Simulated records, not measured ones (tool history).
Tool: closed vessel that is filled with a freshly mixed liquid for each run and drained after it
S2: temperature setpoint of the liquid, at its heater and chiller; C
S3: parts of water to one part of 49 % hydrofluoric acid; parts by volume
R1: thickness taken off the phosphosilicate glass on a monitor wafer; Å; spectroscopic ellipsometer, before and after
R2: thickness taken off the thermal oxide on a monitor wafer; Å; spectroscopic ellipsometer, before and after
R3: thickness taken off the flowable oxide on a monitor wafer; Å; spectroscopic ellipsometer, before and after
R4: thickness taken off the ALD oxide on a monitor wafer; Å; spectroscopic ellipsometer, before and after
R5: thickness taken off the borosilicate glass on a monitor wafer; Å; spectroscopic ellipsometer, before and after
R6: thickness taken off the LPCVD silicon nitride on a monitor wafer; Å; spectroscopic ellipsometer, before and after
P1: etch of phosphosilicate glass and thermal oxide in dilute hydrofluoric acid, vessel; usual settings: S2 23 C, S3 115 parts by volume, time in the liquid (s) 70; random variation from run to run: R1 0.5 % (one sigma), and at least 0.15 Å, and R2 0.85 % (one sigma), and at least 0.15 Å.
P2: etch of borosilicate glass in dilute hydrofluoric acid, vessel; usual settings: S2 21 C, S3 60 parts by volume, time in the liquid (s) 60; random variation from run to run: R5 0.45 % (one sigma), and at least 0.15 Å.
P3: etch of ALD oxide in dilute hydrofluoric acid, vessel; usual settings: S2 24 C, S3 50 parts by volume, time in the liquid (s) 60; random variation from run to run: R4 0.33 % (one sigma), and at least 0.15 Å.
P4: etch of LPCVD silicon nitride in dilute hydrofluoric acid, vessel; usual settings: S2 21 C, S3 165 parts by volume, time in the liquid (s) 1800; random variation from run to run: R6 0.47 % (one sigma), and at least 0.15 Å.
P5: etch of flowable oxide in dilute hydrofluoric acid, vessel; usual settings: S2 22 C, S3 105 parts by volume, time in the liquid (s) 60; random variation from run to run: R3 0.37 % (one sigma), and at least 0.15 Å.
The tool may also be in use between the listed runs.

run 1 hour=10.6 | process_that_ran=P1 S2=23 S3=115 time_in_the_liquid_(s)=70 | R1=568.33 R2=28.035
run 2 hour=26.9 | process_that_ran=P5 S2=22 S3=105 time_in_the_liquid_(s)=60 | R3=165.83
run 3 hour=40.1 | process_that_ran=P5 S2=22 S3=105 time_in_the_liquid_(s)=60 | R3=164.35
run 4 hour=55.1 | process_that_ran=P1 S2=18.5 S3=45 time_in_the_liquid_(s)=70 | R1=1299.2 R2=64.054
run 5 hour=65 | process_that_ran=P3 S2=32 S3=50 time_in_the_liquid_(s)=60 | R4=236.61
run 6 hour=81.7 | process_that_ran=P3 S2=24 S3=70 time_in_the_liquid_(s)=60 | R4=119.86
run 7 hour=93.5 | process_that_ran=P3 S2=24 S3=50 time_in_the_liquid_(s)=30 | R4=86
run 8 hour=105.7 | process_that_ran=P1 S2=30 S3=115 time_in_the_liquid_(s)=135 | R1=1431.9 R2=69.84
run 9 hour=120 | process_that_ran=P2 S2=25.5 S3=60 time_in_the_liquid_(s)=60 | R5=425.34
run 10 hour=134.3 | process_that_ran=P3 S2=24 S3=50 time_in_the_liquid_(s)=60 | R4=172.09
run 11 hour=143.4 | process_that_ran=P2 S2=21 S3=60 time_in_the_liquid_(s)=60 | R5=352.87
run 12 hour=152.6 | process_that_ran=P1 S2=23 S3=65 time_in_the_liquid_(s)=70 | R1=1061.3 R2=52.12
run 13 hour=163.7 | process_that_ran=P1 S2=23 S3=115 time_in_the_liquid_(s)=70 | R1=563.59 R2=27.783
run 14 hour=180 | process_that_ran=P2 S2=21 S3=20 time_in_the_liquid_(s)=60 | R5=1112.2
run 15 hour=196.3 | process_that_ran=P2 S2=21 S3=60 time_in_the_liquid_(s)=115 | R5=676.9
run 16 hour=203.7 | process_that_ran=P1 S2=26.5 S3=115 time_in_the_liquid_(s)=70 | R1=648.25 R2=32.215
run 17 hour=213.2 | process_that_ran=P4 S2=21 S3=165 time_in_the_liquid_(s)=1800 | R6=46.77
run 18 hour=227 | process_that_ran=P3 S2=24 S3=50 time_in_the_liquid_(s)=60 | R4=172.13
run 19 hour=234.4 | process_that_ran=P4 S2=25.5 S3=165 time_in_the_liquid_(s)=1800 | R6=62.928
run 20 hour=242.9 | process_that_ran=P1 S2=23 S3=115 time_in_the_liquid_(s)=125 | R1=1021 R2=49.045
run 21 hour=251 | process_that_ran=P1 S2=23 S3=115 time_in_the_liquid_(s)=30 | R1=241.86 R2=11.954
run 22 hour=266 | process_that_ran=P4 S2=21 S3=165 time_in_the_liquid_(s)=30 | R6=0.93488
run 23 hour=274.2 | process_that_ran=P1 S2=23 S3=115 time_in_the_liquid_(s)=70 | R1=561.02 R2=28.24
run 24 hour=283.7 | process_that_ran=P5 S2=22 S3=50 time_in_the_liquid_(s)=60 | R3=370.81
run 25 hour=300.1 | process_that_ran=P4 S2=21 S3=85 time_in_the_liquid_(s)=1800 | R6=89.724
run 26 hour=312.9 | process_that_ran=P5 S2=26 S3=105 time_in_the_liquid_(s)=60 | R3=194.5
run 27 hour=321.4 | process_that_ran=P5 S2=22 S3=105 time_in_the_liquid_(s)=115 | R3=316.97
run 28 hour=333.1 | process_that_ran=P1 S2=17.5 S3=115 time_in_the_liquid_(s)=70 | R1=453.62 R2=22.47
run 29 hour=345 | process_that_ran=P1 S2=23 S3=115 time_in_the_liquid_(s)=70 | R1=566.08 R2=27.73
run 30 hour=360.4 | process_that_ran=P1 S2=23 S3=215 time_in_the_liquid_(s)=70 | R1=269.16 R2=13.141
run 31 hour=369 | process_that_ran=P1 S2=23 S3=115 time_in_the_liquid_(s)=70 | R1=569.83 R2=27.763
run 32 hour=383.5 | process_that_ran=P1 S2=23 S3=115 time_in_the_liquid_(s)=70 | R1=566.54 R2=27.366
run 33 hour=395.9 | process_that_ran=P1 S2=23 S3=115 time_in_the_liquid_(s)=70 | R1=552.41 R2=27.048
run 34 hour=405.1 | process_that_ran=P1 S2=23 S3=115 time_in_the_liquid_(s)=70 | R1=546.65 R2=27.175
run 35 hour=415.5 | process_that_ran=P1 S2=23 S3=115 time_in_the_liquid_(s)=70 | R1=538.28 R2=26.367
run 36 hour=427.7 | process_that_ran=P1 S2=23 S3=115 time_in_the_liquid_(s)=70 | R1=532.32 R2=26.376
run 37 hour=435.4 | process_that_ran=P1 S2=23 S3=115 time_in_the_liquid_(s)=70 | R1=536.93 R2=26.663
run 38 hour=446.5 | process_that_ran=P1 S2=23 S3=115 time_in_the_liquid_(s)=70 | R1=531.77 R2=26.274
run 39 hour=461.6 | process_that_ran=P1 S2=23 S3=115 time_in_the_liquid_(s)=70 | R1=532.84 R2=25.298
run 40 hour=475 | process_that_ran=P1 S2=23 S3=115 time_in_the_liquid_(s)=70 | R1=536.42 R2=26.023

What P1 gives has crept away from where it was. These 2 causes fit the log equally well, each at the size given:
A: hydrofluoric acid flow below the setpoint (%) = 5.47
B: liquid colder than its thermometer reads (K) = 1.61
The creep began at about hour 383.5.

4 check runs are offered, one wafer each, their results left as question marks. Which one tells the causes apart?
run check 1 hour=488.4 | process_that_ran=P2 S2=21 S3=40 time_in_the_liquid_(s)=60 | R5=?
run check 2 hour=488.4 | process_that_ran=P5 S2=25 S3=65 time_in_the_liquid_(s)=60 | R3=?
run check 3 hour=488.4 | process_that_ran=P4 S2=21 S3=105 time_in_the_liquid_(s)=1040 | R6=?
run check 4 hour=488.4 | process_that_ran=P3 S2=28 S3=50 time_in_the_liquid_(s)=30 | R4=?

What each check would give under each cause:
check=check_1 result=R5 if_A=511.94 if_B=506.97
check=check_2 result=R3 if_A=298.05 if_B=296.82
check=check_3 result=R6 if_A=39.776 if_B=37.68
check=check_4 result=R4 if_A=95.315 if_B=94.916
How far apart the two closest causes lie, in the result that separates them most: check 1 0.98 %; check 2 0.42 %; check 3 5.41 %; check 4 0.42 %
Only check 3 tells the causes apart: in the others they would give nearly the same result.

Check 3 was then run and gave: R6 37.705 Å. Which cause is it?

It is B: liquid colder than its thermometer reads (K).

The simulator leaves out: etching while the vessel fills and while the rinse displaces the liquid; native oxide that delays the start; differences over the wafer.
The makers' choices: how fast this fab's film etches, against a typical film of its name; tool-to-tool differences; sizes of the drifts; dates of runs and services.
